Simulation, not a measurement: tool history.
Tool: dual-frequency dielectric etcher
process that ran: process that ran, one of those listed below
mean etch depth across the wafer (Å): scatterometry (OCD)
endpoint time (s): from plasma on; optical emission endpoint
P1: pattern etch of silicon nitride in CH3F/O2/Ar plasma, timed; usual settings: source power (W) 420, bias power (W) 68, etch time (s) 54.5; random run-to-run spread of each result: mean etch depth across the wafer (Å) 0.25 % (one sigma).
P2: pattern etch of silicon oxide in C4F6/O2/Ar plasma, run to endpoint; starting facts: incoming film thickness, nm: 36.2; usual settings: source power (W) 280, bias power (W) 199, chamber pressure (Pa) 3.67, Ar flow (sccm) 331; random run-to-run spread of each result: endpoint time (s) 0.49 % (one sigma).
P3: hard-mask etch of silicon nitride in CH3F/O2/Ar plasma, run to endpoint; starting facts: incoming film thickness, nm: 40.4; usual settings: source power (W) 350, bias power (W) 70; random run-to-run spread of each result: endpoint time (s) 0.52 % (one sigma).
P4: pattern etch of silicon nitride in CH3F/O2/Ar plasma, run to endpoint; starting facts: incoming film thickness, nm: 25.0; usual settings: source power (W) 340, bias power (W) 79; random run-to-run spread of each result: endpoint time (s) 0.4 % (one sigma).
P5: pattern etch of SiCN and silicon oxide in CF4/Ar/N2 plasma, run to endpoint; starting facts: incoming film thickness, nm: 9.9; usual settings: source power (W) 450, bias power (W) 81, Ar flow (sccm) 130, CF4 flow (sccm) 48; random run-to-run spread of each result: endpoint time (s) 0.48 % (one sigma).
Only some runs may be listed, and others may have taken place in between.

| run | day | process that ran | source power (W) | bias power (W) | etch time (s) | Ar flow (sccm) | CF4 flow (sccm) | chamber pressure (Pa) | hours since the last wet clean | hours since the last source power generator calibration | hours since the last bias power generator calibration | mean etch depth across the wafer (Å) | endpoint time (s) |
|---|---|---|---|---|---|---|---|---|---|---|---|---|---|
| 1 | 0.325 | P1 | 420 | 68 | 54.5 |  |  |  | 54.5 | 1709 | 656.9 | 376.96 |  |
| 2 | 0.646 | P3 | 350 | 70 |  |  |  |  | 62.2 | 1716.7 | 664.6 |  | 61.857 |
| 3 | 0.988 | P5 | 450 | 81 |  | 130 | 48 |  | 70.4 | 1724.9 | 672.8 |  | 11.895 |
| 4 | 1.604 | P4 | 340 | 79 |  |  |  |  | 85.2 | 1739.7 | 687.6 |  | 36.39 |
| 5 | 2.146 | P2 | 340 | 199 |  | 331 |  | 3.67 | 98.2 | 1752.7 | 700.6 |  | 11.874 |
| 6 | 2.55 | P5 | 590 | 81 |  | 130 | 48 |  | 107.9 | 1762.4 | 710.3 |  | 9.3779 |
| 7 | 3.125 | P3 | 220 | 70 |  |  |  |  | 121.7 | 1776.2 | 724.1 |  | 73.705 |
| 8 | 3.525 | P1 | 420 | 68 | 54.5 |  |  |  | 131.3 | 1785.8 | 733.7 | 375.92 |  |
| 9 | 3.996 | P1 | 420 | 68 | 54.5 |  |  |  | 142.6 | 1797.1 | 745 | 376.11 |  |
| 10 | 4.392 | P1 | 420 | 68 | 42 |  |  |  | 152.1 | 1806.6 | 754.5 | 288.88 |  |
| 11 | 4.783 | P2 | 280 | 199 |  | 331 |  | 3.67 | 161.5 | 1816 | 763.9 |  | 12.85 |
| 12 | 5.221 | P4 | 340 | 96 |  |  |  |  | 172 | 1826.5 | 774.4 |  | 33.662 |
| 13 | 5.783 | P1 | 570 | 92 | 54.5 |  |  |  | 185.5 | 1840 | 787.9 | 467.63 |  |
| 14 | 6.425 | P2 | 280 | 199 |  | 448 |  | 3.67 | 200.9 | 1855.4 | 803.3 |  | 13.284 |
| 15 | 6.812 | P4 | 340 | 79 |  |  |  |  | 210.2 | 1864.7 | 812.6 |  | 36.204 |
| 16 | 7.283 | P1 | 420 | 68 | 70.5 |  |  |  | 221.5 | 1876 | 823.9 | 486.9 |  |
| 17 | 7.971 | P5 | 450 | 111 |  | 130 | 48 |  | 238 | 1892.5 | 840.4 |  | 10.654 |
| 18 | 8.383 | P3 | 350 | 43 |  |  |  |  | 247.9 | 1902.4 | 850.3 |  | 72.504 |
| 19 | 8.938 | P4 | 250 | 79 |  |  |  |  | 261.2 | 1915.7 | 863.6 |  | 40.835 |
| 20 | 9.417 | P5 | 450 | 81 |  | 130 | 48 |  | 272.7 | 1927.2 | 875.1 |  | 11.948 |
| 21 | 10.075 | P5 | 450 | 81 |  | 130 | 35 |  | 288.5 | 1943 | 890.9 |  | 12.483 |
|  | 10.229 | source power generator calibrated |
| 22 | 10.592 | P2 | 280 | 127 |  | 331 |  | 3.67 | 300.9 | 8.8 | 903.3 |  | 14.831 |
| 23 | 11.292 | P5 | 450 | 81 |  | 77 | 48 |  | 317.7 | 25.6 | 920.1 |  | 10.941 |
| 24 | 12.017 | P1 | 420 | 45 | 54.5 |  |  |  | 335.1 | 43 | 937.5 | 329.69 |  |
| 25 | 12.679 | P1 | 500 | 68 | 54.5 |  |  |  | 351 | 58.9 | 953.4 | 400.5 |  |
| 26 | 13.042 | P2 | 280 | 199 |  | 331 |  | 4.53 | 359.7 | 67.6 | 962.1 |  | 13.33 |
| 27 | 13.608 | P1 | 420 | 68 | 54.5 |  |  |  | 373.3 | 81.2 | 975.7 | 373.11 |  |
| 28 | 14.267 | P1 | 290 | 68 | 54.5 |  |  |  | 389.1 | 97 | 991.5 | 326.74 |  |
| 29 | 14.979 | P1 | 420 | 89 | 54.5 |  |  |  | 406.2 | 114.1 | 1008.6 | 412.82 |  |
| 30 | 15.642 | P1 | 420 | 68 | 54.5 |  |  |  | 422.1 | 130 | 1024.5 | 377.31 |  |
| 31 | 16.325 | P1 | 420 | 68 | 54.5 |  |  |  | 438.5 | 146.4 | 1040.9 | 378.31 |  |
| 32 | 16.938 | P1 | 420 | 68 | 54.5 |  |  |  | 453.2 | 161.1 | 1055.6 | 379.56 |  |
|  | 17.3 | wet clean of the chamber |
| 33 | 17.654 | P1 | 420 | 68 | 54.5 |  |  |  | 8.6 | 178.3 | 1072.8 | 381.2 |  |
| 34 | 18.004 | P1 | 420 | 68 | 54.5 |  |  |  | 17 | 186.7 | 1081.2 | 382.38 |  |
| 35 | 18.667 | P1 | 420 | 68 | 54.5 |  |  |  | 32.9 | 202.6 | 1097.1 | 382.27 |  |
| 36 | 19.021 | P1 | 420 | 68 | 54.5 |  |  |  | 41.4 | 211.1 | 1105.6 | 381.65 |  |
| 37 | 19.667 | P1 | 420 | 68 | 54.5 |  |  |  | 56.9 | 226.6 | 1121.1 | 382.79 |  |

What P1 gives has crept away from where it was. These 2 causes fit the log equally well, each at the size given:
A: source power that arrives over what is set, % = 4.31
B: bias power that arrives over what is set, % = 4.87
At approximately day 15.642, the process output began to creep.
Ruled out, with reasons:
chamber walls in a state that raises the etch rate, %: its service at day 17.3 followed the start of the drift and did not put the process back to its old value

The 4 check runs listed below each average the results of 3 wafers, and their outcomes are marked with question marks. Under which run would the listed causes produce clearly different results?
| check 1 | 20.312 | P5 | 550 | 81 |  | 79 | 48 |  |  |  |  |  | ? |
| check 2 | 20.312 | P3 | 260 | 51 |  |  |  |  |  |  |  |  | ? |
| check 3 | 20.312 | P2 | 280 | 132 |  | 428 |  | 3.67 |  |  |  |  | ? |
| check 4 | 20.312 | P4 | 270 | 79 |  |  |  |  |  |  |  |  | ? |

If the cause were each of the candidates in turn, the checks would give the following:
| check | result | if A | if B |
|---|---|---|---|
| check 1 | endpoint time (s) | 8.9065 | 9.0906 |
| check 2 | endpoint time (s) | 76.119 | 76.163 |
| check 3 | endpoint time (s) | 14.819 | 14.851 |
| check 4 | endpoint time (s) | 39.061 | 39.006 |
Distance between the nearest two causes, measured in the result of the check that separates them most: check 1 2.05 %; check 2 0.06 %; check 3 0.22 %; check 4 0.14 %
The other checks would show nearly matching results whichever cause is true, so check 1 is the only one that separates the causes.

Running check 1 produced the following: endpoint time (s) 8.9087. Which one of the listed causes fits?

A is the cause: source power that arrives over what is set, %.
